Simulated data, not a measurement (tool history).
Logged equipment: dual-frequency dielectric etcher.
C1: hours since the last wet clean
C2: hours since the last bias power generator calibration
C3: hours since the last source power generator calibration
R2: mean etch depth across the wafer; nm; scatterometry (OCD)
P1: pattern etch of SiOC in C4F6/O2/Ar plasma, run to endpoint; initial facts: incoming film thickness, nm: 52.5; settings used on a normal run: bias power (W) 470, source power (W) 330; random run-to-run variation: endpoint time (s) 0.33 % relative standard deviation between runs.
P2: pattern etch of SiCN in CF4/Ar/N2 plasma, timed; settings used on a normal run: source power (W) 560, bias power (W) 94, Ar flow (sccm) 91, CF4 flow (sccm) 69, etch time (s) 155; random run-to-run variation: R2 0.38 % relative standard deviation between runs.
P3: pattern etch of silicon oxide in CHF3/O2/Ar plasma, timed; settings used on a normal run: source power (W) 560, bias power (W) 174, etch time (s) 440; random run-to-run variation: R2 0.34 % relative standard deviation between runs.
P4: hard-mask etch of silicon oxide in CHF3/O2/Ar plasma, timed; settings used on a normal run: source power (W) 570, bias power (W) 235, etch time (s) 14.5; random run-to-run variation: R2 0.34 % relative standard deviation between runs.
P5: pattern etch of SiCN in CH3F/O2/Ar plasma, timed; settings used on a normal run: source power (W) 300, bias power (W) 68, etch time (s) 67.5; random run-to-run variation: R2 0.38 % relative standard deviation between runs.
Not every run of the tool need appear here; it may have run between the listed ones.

{"run": 1, "hour": 10.0, "process that ran": "P1", "bias power (W)": 470, "source power (W)": 330, "C1": 162.8, "C2": 662.2, "C3": 2206.6, "endpoint time (s)": 19.254}
{"run": 2, "hour": 19.7, "process that ran": "P2", "bias power (W)": 94, "source power (W)": 560, "Ar flow (sccm)": 91, "CF4 flow (sccm)": 69, "etch time (s)": 155, "C1": 172.5, "C2": 671.9, "C3": 2216.3, "R2": 174.46}
{"run": 3, "hour": 32.5, "process that ran": "P3", "bias power (W)": 174, "source power (W)": 560, "etch time (s)": 440, "C1": 185.3, "C2": 684.7, "C3": 2229.1, "R2": 824.73}
{"run": 4, "hour": 44.5, "process that ran": "P4", "bias power (W)": 235, "source power (W)": 460, "etch time (s)": 14.5, "C1": 197.3, "C2": 696.7, "C3": 2241.1, "R2": 28.259}
{"run": 5, "hour": 51.0, "process that ran": "P3", "bias power (W)": 174, "source power (W)": 780, "etch time (s)": 440, "C1": 203.8, "C2": 703.2, "C3": 2247.6, "R2": 934.16}
{"run": 6, "hour": 57.6, "process that ran": "P4", "bias power (W)": 235, "source power (W)": 570, "etch time (s)": 22, "C1": 210.4, "C2": 709.8, "C3": 2254.2, "R2": 46.14}
{"run": 7, "hour": 64.8, "process that ran": "P2", "bias power (W)": 94, "source power (W)": 440, "Ar flow (sccm)": 91, "CF4 flow (sccm)": 69, "etch time (s)": 155, "C1": 217.6, "C2": 717, "C3": 2261.4, "R2": 141.98}
{"run": 8, "hour": 77.5, "process that ran": "P5", "bias power (W)": 89, "source power (W)": 300, "etch time (s)": 67.5, "C1": 230.3, "C2": 729.7, "C3": 2274.1, "R2": 25.171}
{"run": 9, "hour": 85.8, "process that ran": "P2", "bias power (W)": 60, "source power (W)": 560, "Ar flow (sccm)": 91, "CF4 flow (sccm)": 69, "etch time (s)": 155, "C1": 238.6, "C2": 738, "C3": 2282.4, "R2": 150.84}
{"run": 10, "hour": 97.1, "process that ran": "P5", "bias power (W)": 68, "source power (W)": 300, "etch time (s)": 67.5, "C1": 249.9, "C2": 749.3, "C3": 2293.7, "R2": 22.678}
{"run": 11, "hour": 106.7, "process that ran": "P1", "bias power (W)": 599, "source power (W)": 230, "C1": 259.5, "C2": 758.9, "C3": 2303.3, "endpoint time (s)": 20.085}
{"run": 12, "hour": 115.3, "process that ran": "P1", "bias power (W)": 470, "source power (W)": 330, "C1": 268.1, "C2": 767.5, "C3": 2311.9, "endpoint time (s)": 19.303}
{"run": 13, "hour": 122.7, "process that ran": "P4", "bias power (W)": 286, "source power (W)": 570, "etch time (s)": 14.5, "C1": 275.5, "C2": 774.9, "C3": 2319.3, "R2": 33.01}
{"run": 14, "hour": 129.0, "process that ran": "P1", "bias power (W)": 330, "source power (W)": 330, "C1": 281.8, "C2": 781.2, "C3": 2325.6, "endpoint time (s)": 22}
{"run": 15, "hour": 139.5, "process that ran": "P1", "bias power (W)": 470, "source power (W)": 270, "C1": 292.3, "C2": 791.7, "C3": 2336.1, "endpoint time (s)": 20.599}
{"run": 16, "hour": 151.4, "process that ran": "P1", "bias power (W)": 629, "source power (W)": 210, "C1": 304.2, "C2": 803.6, "C3": 2348, "endpoint time (s)": 20.273}
{"run": 17, "hour": 159.2, "process that ran": "P4", "bias power (W)": 235, "source power (W)": 570, "etch time (s)": 14.5, "C1": 312, "C2": 811.4, "C3": 2355.8, "R2": 30.496}
{"run": 18, "hour": 168.5, "process that ran": "P2", "bias power (W)": 94, "source power (W)": 560, "Ar flow (sccm)": 91, "CF4 flow (sccm)": 69, "etch time (s)": 155, "C1": 321.3, "C2": 820.7, "C3": 2365.1, "R2": 174.34}
{"run": 19, "hour": 177.7, "process that ran": "P1", "bias power (W)": 586, "source power (W)": 450, "C1": 330.5, "C2": 829.9, "C3": 2374.3, "endpoint time (s)": 15.807}
{"run": 20, "hour": 189.7, "process that ran": "P2", "bias power (W)": 94, "source power (W)": 560, "Ar flow (sccm)": 91, "CF4 flow (sccm)": 69, "etch time (s)": 85, "C1": 342.5, "C2": 841.9, "C3": 2386.3, "R2": 95.835}
{"run": 21, "hour": 201.2, "process that ran": "P5", "bias power (W)": 68, "source power (W)": 400, "etch time (s)": 67.5, "C1": 354, "C2": 853.4, "C3": 2397.8, "R2": 25.377}
{"run": 22, "hour": 209.2, "process that ran": "P2", "bias power (W)": 94, "source power (W)": 560, "Ar flow (sccm)": 121, "CF4 flow (sccm)": 69, "etch time (s)": 155, "C1": 362, "C2": 861.4, "C3": 2405.8, "R2": 167.75}
{"run": 23, "hour": 216.8, "process that ran": "P2", "bias power (W)": 94, "source power (W)": 560, "Ar flow (sccm)": 91, "CF4 flow (sccm)": 92, "etch time (s)": 155, "C1": 369.6, "C2": 869, "C3": 2413.4, "R2": 182.06}
{"run": 24, "hour": 226.0, "process that ran": "P3", "bias power (W)": 174, "source power (W)": 560, "etch time (s)": 551, "C1": 378.8, "C2": 878.2, "C3": 2422.6, "R2": 1034.7}
{"hour": 228.0, "done": "source power generator calibrated"}
{"run": 25, "hour": 235.1, "process that ran": "P3", "bias power (W)": 232, "source power (W)": 560, "etch time (s)": 440, "C1": 387.9, "C2": 887.3, "C3": 7.1, "R2": 910.07}
{"run": 26, "hour": 244.0, "process that ran": "P1", "bias power (W)": 620, "source power (W)": 330, "C1": 396.8, "C2": 896.2, "C3": 16, "endpoint time (s)": 17.284}
{"run": 27, "hour": 253.8, "process that ran": "P1", "bias power (W)": 470, "source power (W)": 410, "C1": 406.6, "C2": 906, "C3": 25.8, "endpoint time (s)": 17.777}
{"run": 28, "hour": 261.6, "process that ran": "P5", "bias power (W)": 68, "source power (W)": 300, "etch time (s)": 67.5, "C1": 414.4, "C2": 913.8, "C3": 33.6, "R2": 22.69}
{"run": 29, "hour": 273.4, "process that ran": "P1", "bias power (W)": 470, "source power (W)": 330, "C1": 426.2, "C2": 925.6, "C3": 45.4, "endpoint time (s)": 19.342}
{"run": 30, "hour": 283.0, "process that ran": "P5", "bias power (W)": 68, "source power (W)": 300, "etch time (s)": 95.5, "C1": 435.8, "C2": 935.2, "C3": 55, "R2": 32.14}
{"run": 31, "hour": 294.5, "process that ran": "P1", "bias power (W)": 470, "source power (W)": 330, "C1": 447.3, "C2": 946.7, "C3": 66.5, "endpoint time (s)": 19.158}
{"run": 32, "hour": 307.6, "process that ran": "P1", "bias power (W)": 470, "source power (W)": 330, "C1": 460.4, "C2": 959.8, "C3": 79.6, "endpoint time (s)": 19.283}
{"run": 33, "hour": 314.9, "process that ran": "P1", "bias power (W)": 470, "source power (W)": 330, "C1": 467.7, "C2": 967.1, "C3": 86.9, "endpoint time (s)": 19.227}
{"run": 34, "hour": 323.0, "process that ran": "P1", "bias power (W)": 470, "source power (W)": 330, "C1": 475.8, "C2": 975.2, "C3": 95, "endpoint time (s)": 19.374}
{"run": 35, "hour": 333.9, "process that ran": "P1", "bias power (W)": 470, "source power (W)": 330, "C1": 486.7, "C2": 986.1, "C3": 105.9, "endpoint time (s)": 19.5}
{"run": 36, "hour": 341.6, "process that ran": "P1", "bias power (W)": 470, "source power (W)": 330, "C1": 494.4, "C2": 993.8, "C3": 113.6, "endpoint time (s)": 19.436}
{"run": 37, "hour": 350.8, "process that ran": "P1", "bias power (W)": 470, "source power (W)": 330, "C1": 503.6, "C2": 1003, "C3": 122.8, "endpoint time (s)": 19.46}
{"hour": 352.3, "done": "wet clean of the chamber"}
{"run": 38, "hour": 361.9, "process that ran": "P1", "bias power (W)": 470, "source power (W)": 330, "C1": 9.6, "C2": 1014.1, "C3": 133.9, "endpoint time (s)": 19.456}
{"run": 39, "hour": 372.3, "process that ran": "P1", "bias power (W)": 470, "source power (W)": 330, "C1": 20, "C2": 1024.5, "C3": 144.3, "endpoint time (s)": 19.511}

Compared with where it was, what P1 gives has crept away. Each cause listed below fits the log as well as the rest, at the size given for it:
A: bias power that arrives under what is set, % = 4.35
B: source power that arrives under what is set, % = 4.4
The onset of the drift is placed at about hour 314.9.
All other causes, with the reason each is excluded:
chamber walls in a state that lowers the etch rate, %: serviced at hour 352.3, which brought nothing back

You are offered 4 check runs, listed below with question marks in place of their results; each one averages 2 wafers. Which run separates the listed causes by giving clearly different results for each?
{"run": "check 1", "hour": 382.7, "process that ran": "P3", "bias power (W)": 174, "source power (W)": 560, "etch time (s)": 440, "R2": "?"}
{"run": "check 2", "hour": 382.7, "process that ran": "P5", "bias power (W)": 68, "source power (W)": 300, "etch time (s)": 67.5, "R2": "?"}
{"run": "check 3", "hour": 382.7, "process that ran": "P4", "bias power (W)": 235, "source power (W)": 570, "etch time (s)": 14.5, "R2": "?"}
{"run": "check 4", "hour": 382.7, "process that ran": "P2", "bias power (W)": 94, "source power (W)": 560, "Ar flow (sccm)": 91, "CF4 flow (sccm)": 69, "etch time (s)": 155, "R2": "?"}

What every check run would give for each of its results, assuming each possible cause in turn:
check=check_1 result=R2 if_A=812.93 if_B=811.02
check=check_2 result=R2 if_A=22.344 if_B=22.32
check=check_3 result=R2 if_A=30.053 if_B=30.016
check=check_4 result=R2 if_A=172.38 if_B=168.35
Distance between the nearest two causes, measured in the result of the check that separates them most: check 1 0.24 %; check 2 0.11 %; check 3 0.12 %; check 4 2.36 %
Only in check 4 would the causes give clearly different results; in the remaining checks their results would be nearly the same.

After running check 4, the following was obtained: R2 168.27 nm. Which cause does this point to?

The cause is B: source power that arrives under what is set, %.
